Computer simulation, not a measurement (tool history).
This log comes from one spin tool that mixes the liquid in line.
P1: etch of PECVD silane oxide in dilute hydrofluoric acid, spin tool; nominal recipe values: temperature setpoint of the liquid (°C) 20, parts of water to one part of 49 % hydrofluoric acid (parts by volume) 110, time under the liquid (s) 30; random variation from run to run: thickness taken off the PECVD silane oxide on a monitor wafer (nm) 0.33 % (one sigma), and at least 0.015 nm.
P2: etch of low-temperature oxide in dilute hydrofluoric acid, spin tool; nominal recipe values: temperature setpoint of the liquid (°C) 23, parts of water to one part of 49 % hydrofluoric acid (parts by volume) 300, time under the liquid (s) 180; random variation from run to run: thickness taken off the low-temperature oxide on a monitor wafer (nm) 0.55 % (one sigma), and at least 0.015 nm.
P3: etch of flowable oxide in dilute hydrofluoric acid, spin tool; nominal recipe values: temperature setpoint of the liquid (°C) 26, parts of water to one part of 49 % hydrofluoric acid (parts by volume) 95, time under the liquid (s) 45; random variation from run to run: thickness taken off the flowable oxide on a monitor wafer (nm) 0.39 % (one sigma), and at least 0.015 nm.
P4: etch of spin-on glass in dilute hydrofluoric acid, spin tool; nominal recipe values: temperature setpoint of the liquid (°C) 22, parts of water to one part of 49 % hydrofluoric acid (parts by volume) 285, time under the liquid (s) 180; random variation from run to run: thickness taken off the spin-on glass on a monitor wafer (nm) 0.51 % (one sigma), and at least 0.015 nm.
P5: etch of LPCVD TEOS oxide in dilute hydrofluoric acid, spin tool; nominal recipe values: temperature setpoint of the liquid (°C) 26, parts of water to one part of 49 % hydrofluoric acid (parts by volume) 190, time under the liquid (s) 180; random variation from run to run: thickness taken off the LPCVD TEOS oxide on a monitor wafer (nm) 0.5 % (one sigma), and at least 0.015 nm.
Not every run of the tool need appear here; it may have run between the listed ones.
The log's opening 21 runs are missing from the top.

run	hour	process that ran	temperature setpoint of the liquid (°C)	parts of water to one part of 49 % hydrofluoric acid (parts by volume)	time under the liquid (s)	hours since the thermometer was replaced	hours since the hydrofluoric acid flow meter was replaced	thickness taken off the PECVD silane oxide on a monitor wafer (nm)	thickness taken off the LPCVD TEOS oxide on a monitor wafer (nm)	thickness taken off the low-temperature oxide on a monitor wafer (nm)	thickness taken off the flowable oxide on a monitor wafer (nm)	thickness taken off the spin-on glass on a monitor wafer (nm)
22	140.5	P3	26	95	45	37.1	494.4				20.814	
23	145.6	P4	17	285	180	42.2	499.5					17.981
24	154.1	P1	20	175	30	50.7	508	6.6861				
25	162.5	P5	26	190	180	59.1	516.4		26.405			
26	169.4	P4	22	285	295	66	523.3					35.748
27	176.8	P1	20	110	50	73.4	530.7	18.969				
28	182.8	P1	20	110	30	79.4	536.7	11.418				
29	190	P1	20	195	15	86.6	543.9	2.9459				
30	197.7	P3	18	95	45	94.3	551.6				14.899	
31	204.7	P1	20	110	30	101.3	558.6	11.44				
32	209.4	P2	31	300	180	106	563.3			9.6677		
33	214.7	P5	26	40	180	111.3	568.6		152.72			
34	220.1	P1	20	110	30	116.7	574	11.429				
35	227.5	P1	20	110	30	124.1	581.4	11.027				
36	231.7	P1	20	110	30	128.3	585.6	10.868				
37	240.3	P1	20	110	30	136.9	594.2	10.583				
38	246.1	P1	20	110	30	142.7	600	10.602				

Run 39 has not been measured yet. What should we expect?
39	254.1	P1	20	110	30	150.7	608	?				

Run 39 produced thickness taken off the PECVD silane oxide on a monitor wafer (nm) 10.508.
